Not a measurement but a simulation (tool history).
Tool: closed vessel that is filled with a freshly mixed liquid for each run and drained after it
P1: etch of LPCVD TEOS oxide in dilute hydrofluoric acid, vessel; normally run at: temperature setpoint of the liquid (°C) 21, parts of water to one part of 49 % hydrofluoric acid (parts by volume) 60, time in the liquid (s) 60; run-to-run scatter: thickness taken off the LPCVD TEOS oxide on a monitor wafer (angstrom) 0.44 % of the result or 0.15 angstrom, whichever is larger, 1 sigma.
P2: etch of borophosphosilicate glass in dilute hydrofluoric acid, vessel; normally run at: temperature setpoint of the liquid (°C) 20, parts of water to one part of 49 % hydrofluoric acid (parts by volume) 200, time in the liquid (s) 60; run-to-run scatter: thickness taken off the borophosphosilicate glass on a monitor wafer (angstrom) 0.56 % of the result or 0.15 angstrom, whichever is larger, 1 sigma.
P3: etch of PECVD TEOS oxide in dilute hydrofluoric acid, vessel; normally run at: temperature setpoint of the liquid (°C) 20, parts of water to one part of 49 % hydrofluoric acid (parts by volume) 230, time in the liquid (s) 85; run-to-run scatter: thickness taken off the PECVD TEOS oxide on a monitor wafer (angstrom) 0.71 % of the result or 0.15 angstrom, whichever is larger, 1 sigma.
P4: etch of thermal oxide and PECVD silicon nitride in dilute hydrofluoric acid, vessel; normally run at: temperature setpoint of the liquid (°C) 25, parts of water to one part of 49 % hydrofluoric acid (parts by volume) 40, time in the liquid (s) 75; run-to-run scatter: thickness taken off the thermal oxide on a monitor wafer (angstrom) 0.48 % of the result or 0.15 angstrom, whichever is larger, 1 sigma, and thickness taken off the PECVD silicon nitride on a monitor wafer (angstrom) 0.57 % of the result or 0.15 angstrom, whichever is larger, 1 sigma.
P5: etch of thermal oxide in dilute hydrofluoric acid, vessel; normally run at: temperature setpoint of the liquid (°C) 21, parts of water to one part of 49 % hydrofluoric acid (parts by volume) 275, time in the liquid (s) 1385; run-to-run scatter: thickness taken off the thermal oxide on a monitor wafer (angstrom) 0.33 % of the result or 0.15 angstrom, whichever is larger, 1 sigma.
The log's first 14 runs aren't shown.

run   hour  process that ran  temperature setpoint of the liquid (°C)  parts of water to one part of 49 % hydrofluoric acid (parts by volume)  time in the liquid (s)  hours since the thermometer was replaced  hours since the hydrofluoric acid flow meter was replaced  thickness taken off the LPCVD TEOS oxide on a monitor wafer (angstrom)  thickness taken off the PECVD TEOS oxide on a monitor wafer (angstrom)  thickness taken off the borophosphosilicate glass on a monitor wafer (angstrom)  thickness taken off the thermal oxide on a monitor wafer (angstrom)  thickness taken off the PECVD silicon nitride on a monitor wafer (angstrom)
 15    151                P1                                     29.5                                                                      60                      60                                     401.7                                                      407.8                                                                  719.07
 16  162.4                P5                                       25                                                                     275                    1385                                     413.1                                                      419.2                                                                                                                                                                                                                                                                                                203.19
 17  175.4                P4                                       25                                                                      40                      75                                     426.1                                                      432.2                                                                                                                                                                                                                                                                                                98.246                                                                       50.725
 18  184.6                P1                                       21                                                                      60                      60                                     435.3                                                      441.4                                                                   506.2
 19  195.2                P2                                       20                                                                     200                     105                                     445.9                                                        452                                                                                                                                                                                                                           236.91
 20  207.3                P5                                       21                                                                     275                    1385                                       458                                                      464.1                                                                                                                                                                                                                                                                                                177.56
 21  216.2                P1                                       21                                                                      60                      30                                     466.9                                                        473                                                                  253.08
 22  226.7                P1                                       21                                                                      60                     105                                     477.4                                                      483.5                                                                  887.96
 23  232.7                P1                                     26.5                                                                      60                     105                                     483.4                                                      489.5                                                                    1115
 24  245.1                P4                                       25                                                                      40                     145                                     495.8                                                      501.9                                                                                                                                                                                                                                                                                                 189.9                                                                       98.555
 25  254.6                P5                                       21                                                                      50                    1385                                     505.3                                                      511.4                                                                                                                                                                                                                                                                                                1240.1
 26  265.6                P4                                       32                                                                      40                      75                                     516.3                                                      522.4                                                                                                                                                                                                                                                                                                129.95                                                                       79.863
 27  278.3                P1                                       21                                                                     100                      95                                       529                                                      535.1                                                                  462.36
 28  284.2                P1                                       21                                                                      25                      60                                     534.9                                                        541                                                                  1273.5
 29  292.8                P1                                       21                                                                      60                      60                                     543.5                                                      549.6                                                                   501.6
 30  303.4                P3                                       20                                                                     410                      85                                     554.1                                                      560.2                                                                                                                                          18.765
 31  309.9                P1                                       21                                                                      60                      60                                     560.6                                                      566.7                                                                  499.64
 32  321.7                P1                                       21                                                                      60                      60                                     572.4                                                      578.5                                                                  487.06
 33  334.4                P1                                       21                                                                      60                      60                                     585.1                                                      591.2                                                                  481.16
 34  347.2                P1                                       21                                                                      60                      60                                     597.9                                                        604                                                                  476.13
 35  353.9                P1                                       21                                                                      60                      60                                     604.6                                                      610.7                                                                  477.78
 36  361.1                P1                                       21                                                                      60                      60                                     611.8                                                      617.9                                                                  476.61
 37  372.1                P1                                       21                                                                      60                      60                                     622.8                                                      628.9                                                                  469.99

Run 38 comes next. What will it give?
 38  379.6                P1                                       21                                                                      60                      60                                     630.3                                                      636.4                                                                       ?

Run 38 gave thickness taken off the LPCVD TEOS oxide on a monitor wafer (angstrom) 472.23.
